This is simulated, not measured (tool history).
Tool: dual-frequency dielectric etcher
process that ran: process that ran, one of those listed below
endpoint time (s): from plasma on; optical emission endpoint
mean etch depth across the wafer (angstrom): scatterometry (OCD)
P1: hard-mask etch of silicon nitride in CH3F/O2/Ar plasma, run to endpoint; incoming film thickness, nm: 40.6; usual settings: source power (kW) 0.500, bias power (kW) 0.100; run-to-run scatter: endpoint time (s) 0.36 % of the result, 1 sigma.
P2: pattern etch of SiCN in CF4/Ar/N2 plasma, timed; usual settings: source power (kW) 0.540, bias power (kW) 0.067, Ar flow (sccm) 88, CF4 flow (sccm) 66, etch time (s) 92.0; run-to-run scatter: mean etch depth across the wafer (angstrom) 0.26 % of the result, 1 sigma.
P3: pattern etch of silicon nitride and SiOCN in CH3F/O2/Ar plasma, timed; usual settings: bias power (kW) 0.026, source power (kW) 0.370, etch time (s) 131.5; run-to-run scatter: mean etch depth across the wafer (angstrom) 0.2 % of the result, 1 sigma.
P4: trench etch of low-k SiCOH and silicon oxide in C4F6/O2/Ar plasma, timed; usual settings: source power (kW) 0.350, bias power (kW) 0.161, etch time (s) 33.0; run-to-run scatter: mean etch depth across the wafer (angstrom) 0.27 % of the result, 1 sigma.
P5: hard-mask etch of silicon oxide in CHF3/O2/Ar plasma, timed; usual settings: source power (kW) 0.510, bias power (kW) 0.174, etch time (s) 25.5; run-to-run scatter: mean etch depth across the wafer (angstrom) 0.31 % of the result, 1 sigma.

run   hour  process that ran  source power (kW)  bias power (kW)  Ar flow (sccm)  CF4 flow (sccm)  etch time (s)  hours since the last wet clean  hours since the last source power generator calibration  hours since the last bias power generator calibration  endpoint time (s)  mean etch depth across the wafer (angstrom)
  1   10.7                P1              0.500            0.100                                                                           314.4                                                    745.6                                                 1361.0             47.750
  2   24.1                P1              0.500            0.078                                                                           327.8                                                    759.0                                                 1374.4             52.574
  3   31.9                P2              0.700            0.067              88               66           92.0                           335.6                                                    766.8                                                 1382.2                                                         1165.90
  4   42.5                P4              0.350            0.161                                            43.5                           346.2                                                    777.4                                                 1392.8                                                         1309.00
  5   50.4                P2              0.540            0.067              88               66           92.0                           354.1                                                    785.3                                                 1400.7                                                          934.64
  6   56.5                P3              0.440            0.026                                           131.5                           360.2                                                    791.4                                                 1406.8                                                          196.44
  7   63.6                P2              0.540            0.067              88               66           50.5                           367.3                                                    798.5                                                 1413.9                                                          510.13
  8   74.4                P3              0.370            0.026                                            73.0                           378.1                                                    809.3                                                 1424.7                                                          102.47
  9   86.3                P4              0.350            0.108                                            33.0                           390.0                                                    821.2                                                 1436.6                                                          882.67
      91.0  -- bias power generator calibrated
 10   96.6                P1              0.360            0.119                                                                           400.3                                                    831.5                                                    5.6             50.717
 11  109.5                P3              0.370            0.026                                           131.5                           413.2                                                    844.4                                                   18.5                                                          185.11
 12  118.0                P4              0.490            0.161                                            33.0                           421.7                                                    852.9                                                   27.0                                                         1134.40
 13  126.8                P1              0.630            0.100                                                                           430.5                                                    861.7                                                   35.8             44.255
 14  137.0                P3              0.370            0.016                                           131.5                           440.7                                                    871.9                                                   46.0                                                          149.69
 15  148.9                P1              0.500            0.100                                                                           452.6                                                    883.8                                                   57.9             48.068
 16  159.5                P5              0.510            0.174                                            38.0                           463.2                                                    894.4                                                   68.5                                                          706.04
 17  167.1                P2              0.540            0.067              88               45           92.0                           470.8                                                    902.0                                                   76.1                                                          876.59
 18  180.7                P5              0.710            0.174                                            25.5                           484.4                                                    915.6                                                   89.7                                                          540.68
 19  193.3                P5              0.510            0.105                                            25.5                           497.0                                                    928.2                                                  102.3                                                          404.72
 20  203.9                P2              0.540            0.067              88               66           92.0                           507.6                                                    938.8                                                  112.9                                                          931.54
 21  217.6                P4              0.350            0.161                                            33.0                           521.3                                                    952.5                                                  126.6                                                          994.34
 22  226.2                P2              0.540            0.067              61               66           92.0                           529.9                                                    961.1                                                  135.2                                                          982.35
 23  232.8                P5              0.510            0.174                                            25.5                           536.5                                                    967.7                                                  141.8                                                          476.39
 24  244.1                P1              0.500            0.100                                                                           547.8                                                    979.0                                                  153.1             47.805
 25  254.3                P2              0.540            0.085              88               66           92.0                           558.0                                                    989.2                                                  163.3                                                         1007.30

The next listed run, before its measurement:
 26  261.3                P1              0.310            0.100                                                                           565.0                                                    996.2                                                  170.3                  ?

endpoint time (s): 57.737
